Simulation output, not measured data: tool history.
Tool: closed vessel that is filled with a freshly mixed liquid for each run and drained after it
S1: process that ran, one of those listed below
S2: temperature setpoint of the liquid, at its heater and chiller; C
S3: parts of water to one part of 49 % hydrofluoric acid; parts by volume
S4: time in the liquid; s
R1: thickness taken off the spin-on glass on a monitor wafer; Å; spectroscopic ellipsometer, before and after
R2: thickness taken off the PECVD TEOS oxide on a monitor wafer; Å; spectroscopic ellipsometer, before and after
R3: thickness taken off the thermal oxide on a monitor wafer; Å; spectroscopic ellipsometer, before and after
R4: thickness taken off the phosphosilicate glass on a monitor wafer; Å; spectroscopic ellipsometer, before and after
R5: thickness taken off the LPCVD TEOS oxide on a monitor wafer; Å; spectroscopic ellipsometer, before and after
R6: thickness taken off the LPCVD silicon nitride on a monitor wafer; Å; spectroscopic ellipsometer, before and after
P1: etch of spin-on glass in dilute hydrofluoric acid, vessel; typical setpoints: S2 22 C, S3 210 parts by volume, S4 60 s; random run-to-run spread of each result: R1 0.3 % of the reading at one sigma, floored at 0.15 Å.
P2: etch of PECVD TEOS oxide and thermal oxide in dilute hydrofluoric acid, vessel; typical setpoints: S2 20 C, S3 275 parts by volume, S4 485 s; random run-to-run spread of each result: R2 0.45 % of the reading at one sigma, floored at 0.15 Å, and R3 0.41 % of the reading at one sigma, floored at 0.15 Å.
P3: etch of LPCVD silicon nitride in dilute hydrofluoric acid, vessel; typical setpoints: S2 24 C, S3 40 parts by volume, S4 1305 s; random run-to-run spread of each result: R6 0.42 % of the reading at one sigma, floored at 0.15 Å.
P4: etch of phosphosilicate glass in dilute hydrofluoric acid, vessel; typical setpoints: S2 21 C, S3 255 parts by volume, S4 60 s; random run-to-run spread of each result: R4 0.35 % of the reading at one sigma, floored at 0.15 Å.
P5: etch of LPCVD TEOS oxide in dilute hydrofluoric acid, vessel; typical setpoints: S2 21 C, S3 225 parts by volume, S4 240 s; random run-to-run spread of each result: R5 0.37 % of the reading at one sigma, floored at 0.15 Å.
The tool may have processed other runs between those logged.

run	hour	S1	S2	S3	S4	R1	R2	R3	R4	R5	R6
1	12.0	P1	22	210	60	101.300					
2	22.4	P1	22	210	60	100.510					
3	33.5	P2	20	275	485		159.31	59.905			
4	43.9	P4	21	255	60				164.010		
5	55.5	P1	17	210	30	41.743					
6	65.5	P1	22	210	60	100.560					
7	78.2	P1	22	210	60	101.110					
8	84.1	P2	20	40	485		1405.10	528.520			
9	95.6	P2	20	275	945		313.51	117.520			
10	105.5	P4	21	255	30				82.068		
11	118.3	P1	22	315	60	61.244					
12	126.9	P5	17	225	240					390.84	
13	134.1	P1	22	210	35	59.141					
14	145.4	P4	21	95	60				522.210		
15	152.8	P5	21	225	240					454.43	
16	162.4	P3	24	40	2545						332.22
17	174.2	P3	17	40	1305						104.69
18	186.7	P1	30	210	60	134.480					
19	194.8	P1	22	210	110	186.650					
20	203.5	P1	22	210	60	100.860					
21	216.0	P2	17	275	485		143.04	53.826			
22	224.9	P3	24	40	1305						169.89
23	234.7	P1	17	60	60	338.350					

What does the tool deliver on the next run?
24	244.3	P1	22	85	60	?					

R1: 286.790 Å
